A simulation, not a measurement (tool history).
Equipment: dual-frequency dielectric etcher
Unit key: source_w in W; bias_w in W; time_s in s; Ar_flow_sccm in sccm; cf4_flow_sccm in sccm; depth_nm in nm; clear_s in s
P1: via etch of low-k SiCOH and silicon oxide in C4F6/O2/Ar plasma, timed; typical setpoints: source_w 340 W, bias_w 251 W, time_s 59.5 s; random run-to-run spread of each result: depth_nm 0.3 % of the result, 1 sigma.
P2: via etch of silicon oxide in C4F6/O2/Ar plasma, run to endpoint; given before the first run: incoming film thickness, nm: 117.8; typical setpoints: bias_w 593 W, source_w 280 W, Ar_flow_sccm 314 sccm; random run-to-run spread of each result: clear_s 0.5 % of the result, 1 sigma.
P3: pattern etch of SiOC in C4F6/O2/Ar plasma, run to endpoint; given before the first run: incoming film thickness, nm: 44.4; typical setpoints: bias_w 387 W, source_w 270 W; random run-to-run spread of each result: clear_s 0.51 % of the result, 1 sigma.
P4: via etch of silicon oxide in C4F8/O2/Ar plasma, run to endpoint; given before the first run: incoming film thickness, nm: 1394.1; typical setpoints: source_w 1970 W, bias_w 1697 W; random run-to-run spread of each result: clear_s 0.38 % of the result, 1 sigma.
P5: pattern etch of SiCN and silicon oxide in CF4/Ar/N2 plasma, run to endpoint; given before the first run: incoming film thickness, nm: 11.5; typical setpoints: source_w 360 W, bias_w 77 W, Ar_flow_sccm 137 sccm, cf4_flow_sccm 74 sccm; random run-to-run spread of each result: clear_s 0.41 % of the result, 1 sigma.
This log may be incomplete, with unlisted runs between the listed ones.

run	hour	process	source_w	bias_w	time_s	Ar_flow_sccm	cf4_flow_sccm	depth_nm	clear_s
1	14.9	P1	340	251	59.5			175.57	
2	30.5	P1	340	251	76.0			224.11	
3	39.8	P2	280	593		314			27.862
4	54.0	P1	340	251	33.5			98.74	
5	66.4	P1	340	335	59.5			194.56	
6	77.2	P3	370	387					16.809
7	85.9	P4	1260	1697					351.810
8	97.3	P5	360	77		82	74		15.284
9	104.4	P3	270	530					16.669
10	119.2	P1	250	251	59.5			157.30	
11	127.7	P4	1970	1138					324.040
12	135.8	P4	1970	1697					293.520
13	146.7	P5	360	77		137	47		17.691
14	153.7	P5	270	77		137	74		21.139
15	166.1	P5	360	103		137	74		14.825
16	175.0	P1	440	251	59.5			194.70	
17	184.9	P1	340	251	59.5			175.37	
18	194.2	P1	460	311	59.5			212.47	
19	209.1	P1	340	251	59.5			175.50	
20	216.8	P1	340	251	59.5			176.08	
21	227.0	P1	340	251	59.5			175.70	
22	240.3	P2	390	593		314			24.589
23	253.6	P2	280	593		191			26.288
24	263.1	P2	280	759		314			25.220
25	278.3	P4	1970	1697					293.560
# hour 280.2: source power generator calibrated
26	290.8	P1	340	191	59.5			160.35	
27	302.8	P1	340	251	59.5			176.57	
28	318.5	P3	270	387					18.811
29	331.3	P2	280	593		314			27.675
30	341.0	P5	360	77		137	74		16.486
31	349.1	P1	340	251	59.5			175.26	
32	356.7	P1	340	251	59.5			175.53	
33	370.8	P1	340	251	59.5			174.41	
34	383.0	P1	340	251	59.5			173.37	
35	396.1	P1	340	251	59.5			174.83	
36	409.4	P1	340	251	59.5			172.84	
# hour 422.3: wet clean of the chamber
37	423.1	P1	340	251	59.5			172.39	
38	436.9	P1	340	251	59.5			173.42	
39	444.8	P1	340	251	59.5			172.16	
40	460.1	P1	340	251	59.5			173.27	
41	473.8	P1	340	251	59.5			174.29	

What P1 gives has crept away from where it was. These 2 causes fit the log equally well, each at the size given:
A: bias power that arrives under what is set, % = 4.34
B: source power that arrives under what is set, % = 3.89
The onset of the drift is placed at about hour 349.1.
Other possible causes, and why each is ruled out:
chamber walls in a state that lowers the etch rate, %: work on it at hour 422.3, done after the drift set in, did not restore what the process gave before

Of the 4 check runs below, each run on 3 wafers with the results averaged and each result still a question mark, which one would tell the listed causes apart?
check 1	487.5	P3	370	387					?
check 2	487.5	P5	360	77		87	74		?
check 3	487.5	P4	1290	1353					?
check 4	487.5	P2	340	711		314			?

What every check run would give for each of its results, assuming each possible cause in turn:
check	result	if A	if B
check 1	clear_s	16.952	16.932
check 2	clear_s	15.641	15.958
check 3	clear_s	373.750	375.290
check 4	clear_s	24.427	24.352
Per check, the gap between the least separated pair of causes, taken in the result that splits them most: check 1 0.12 %; check 2 2 %; check 3 0.41 %; check 4 0.31 %
Check 2 is the one run that separates the causes; every other check would come out nearly the same whichever cause is at work.

Here is what check 2 returned: clear_s 15.967 s. Which cause is it?

The correct cause is B, namely: source power that arrives under what is set, %.

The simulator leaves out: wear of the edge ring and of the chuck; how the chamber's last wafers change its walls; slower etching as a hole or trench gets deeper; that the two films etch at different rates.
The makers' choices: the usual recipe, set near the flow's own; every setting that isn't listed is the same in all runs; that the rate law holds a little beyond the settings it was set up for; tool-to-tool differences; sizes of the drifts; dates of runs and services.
